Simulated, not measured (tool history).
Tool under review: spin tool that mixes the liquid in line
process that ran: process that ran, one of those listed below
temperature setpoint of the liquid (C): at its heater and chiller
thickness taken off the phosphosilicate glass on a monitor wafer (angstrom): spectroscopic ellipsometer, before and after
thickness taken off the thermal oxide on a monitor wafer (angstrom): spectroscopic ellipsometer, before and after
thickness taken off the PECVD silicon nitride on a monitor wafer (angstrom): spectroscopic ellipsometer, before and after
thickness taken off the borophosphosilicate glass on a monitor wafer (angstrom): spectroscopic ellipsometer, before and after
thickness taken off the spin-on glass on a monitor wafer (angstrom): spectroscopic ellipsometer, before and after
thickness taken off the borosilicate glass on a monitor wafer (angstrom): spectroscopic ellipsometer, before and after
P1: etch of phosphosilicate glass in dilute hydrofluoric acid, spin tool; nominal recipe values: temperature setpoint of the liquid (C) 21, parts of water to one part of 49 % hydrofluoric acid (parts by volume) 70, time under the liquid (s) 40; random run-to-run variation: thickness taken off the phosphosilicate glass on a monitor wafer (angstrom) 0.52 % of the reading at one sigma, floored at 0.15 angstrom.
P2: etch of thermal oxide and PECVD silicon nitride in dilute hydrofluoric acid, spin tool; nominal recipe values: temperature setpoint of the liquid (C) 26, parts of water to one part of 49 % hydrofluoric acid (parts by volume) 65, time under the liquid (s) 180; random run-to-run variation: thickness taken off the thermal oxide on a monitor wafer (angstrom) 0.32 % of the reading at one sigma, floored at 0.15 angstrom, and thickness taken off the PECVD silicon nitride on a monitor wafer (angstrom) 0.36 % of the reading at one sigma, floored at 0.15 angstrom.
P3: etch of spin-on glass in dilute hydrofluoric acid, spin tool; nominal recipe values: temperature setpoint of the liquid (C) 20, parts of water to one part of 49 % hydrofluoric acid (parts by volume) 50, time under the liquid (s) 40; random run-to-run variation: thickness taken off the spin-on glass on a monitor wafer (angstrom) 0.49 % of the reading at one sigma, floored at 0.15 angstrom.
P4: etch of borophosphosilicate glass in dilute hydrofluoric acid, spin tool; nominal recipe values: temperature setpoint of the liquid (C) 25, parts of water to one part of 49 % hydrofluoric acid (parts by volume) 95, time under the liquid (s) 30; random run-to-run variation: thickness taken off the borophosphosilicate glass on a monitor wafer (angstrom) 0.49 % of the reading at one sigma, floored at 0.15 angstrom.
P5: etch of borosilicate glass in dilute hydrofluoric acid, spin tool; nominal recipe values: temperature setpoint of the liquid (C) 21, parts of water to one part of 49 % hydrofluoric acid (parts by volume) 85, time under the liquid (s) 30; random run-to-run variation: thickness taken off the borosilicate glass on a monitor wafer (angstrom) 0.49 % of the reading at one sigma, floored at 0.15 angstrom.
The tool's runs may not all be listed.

run	hour	process that ran	temperature setpoint of the liquid (C)	parts of water to one part of 49 % hydrofluoric acid (parts by volume)	time under the liquid (s)	hours since the thermometer was replaced	hours since the hydrofluoric acid flow meter was replaced	thickness taken off the phosphosilicate glass on a monitor wafer (angstrom)	thickness taken off the thermal oxide on a monitor wafer (angstrom)	thickness taken off the PECVD silicon nitride on a monitor wafer (angstrom)	thickness taken off the borophosphosilicate glass on a monitor wafer (angstrom)	thickness taken off the spin-on glass on a monitor wafer (angstrom)	thickness taken off the borosilicate glass on a monitor wafer (angstrom)
1	8.4	P1	21	70	40	823.7	367.4	605.8					
2	17.9	P2	26	90	180	833.2	376.9		106.52	65.535			
3	22.7	P1	21	110	15	838	381.7	137					
4	27.6	P2	19	65	180	842.9	386.6		113.68	56.336			
5	33.1	P4	25	95	30	848.4	392.1				193.56		
6	42.8	P1	21	70	40	858.1	401.8	603.83					
7	49.4	P1	21	120	70	864.7	408.4	579.19					
8	58.5	P4	25	95	15	873.8	417.5				97.044		
9	66.3	P1	21	40	40	881.6	425.3	1088.9					
10	74.2	P1	28.5	70	65	889.5	433.2	1320.5					
11	80.7	P2	26	65	180	896	439.7		152.71	91.349			
12	86.7	P1	21	70	15	902	445.7	224.89					
13	96.6	P1	21	130	40	911.9	455.6	303.15					
14	104.4	P3	27	50	40	919.7	463.4					392.55	
15	113.8	P1	21	70	75	929.1	472.8	1131.7					
16	121.9	P5	21	85	15	937.2	480.9						54.137
17	126.7	P1	21	70	40	942	485.7	600.65					
18	134.2	P3	20	20	40	949.5	493.2					768.72	
19	142.6	P4	25	30	30	957.9	501.6				669.86		
20	151.1	P4	25	95	30	966.4	510.1				194.98		
21	159.4	P3	20	50	15	974.7	518.4					111.86	
22	169.2	P2	26	65	300	984.5	528.2		253.06	150.66			
23	176.7	P4	17	95	30	992	535.7				140.32		
24	184.9	P1	21	70	40	1000.2	543.9	596.75					
25	193.2	P5	21	85	30	1008.5	552.2						108.69
26	199.2	P1	27	70	40	1014.5	558.2	764.24					
27	205.9	P1	17	70	40	1021.2	564.9	504.33					
28	211.9	P5	27	85	30	1027.2	570.9						137.86
29	219.1	P5	21	135	30	1034.4	578.1						64.486
30	229.1	P3	20	50	40	1044.4	588.1					293.5	
31	238.7	P3	20	50	40	1054	597.7					295.94	
32	247.8	P1	21	70	40	1063.1	606.8	601.61					
33	253.6	P1	21	70	40	1068.9	612.6	613.61					
34	260.8	P1	21	70	40	1076.1	619.8	616.64					
35	268.9	P1	21	70	40	1084.2	627.9	625.87					
36	273.6	P1	21	70	40	1088.9	632.6	631.88					
37	283.7	P1	21	70	40	1099	642.7	637.34					
38	292.3	P1	21	70	40	1107.6	651.3	634.82					
39	301.3	P1	21	70	40	1116.6	660.3	636.81					
40	307.3	P1	21	70	40	1122.6	666.3	644.97					
41	313	P1	21	70	40	1128.3	672	640.03					

What does the tool deliver on the next run?
42	322.9	P1	21	70	40	1138.2	681.9	?					

Logged for run 42: thickness taken off the phosphosilicate glass on a monitor wafer (angstrom) 638.43.
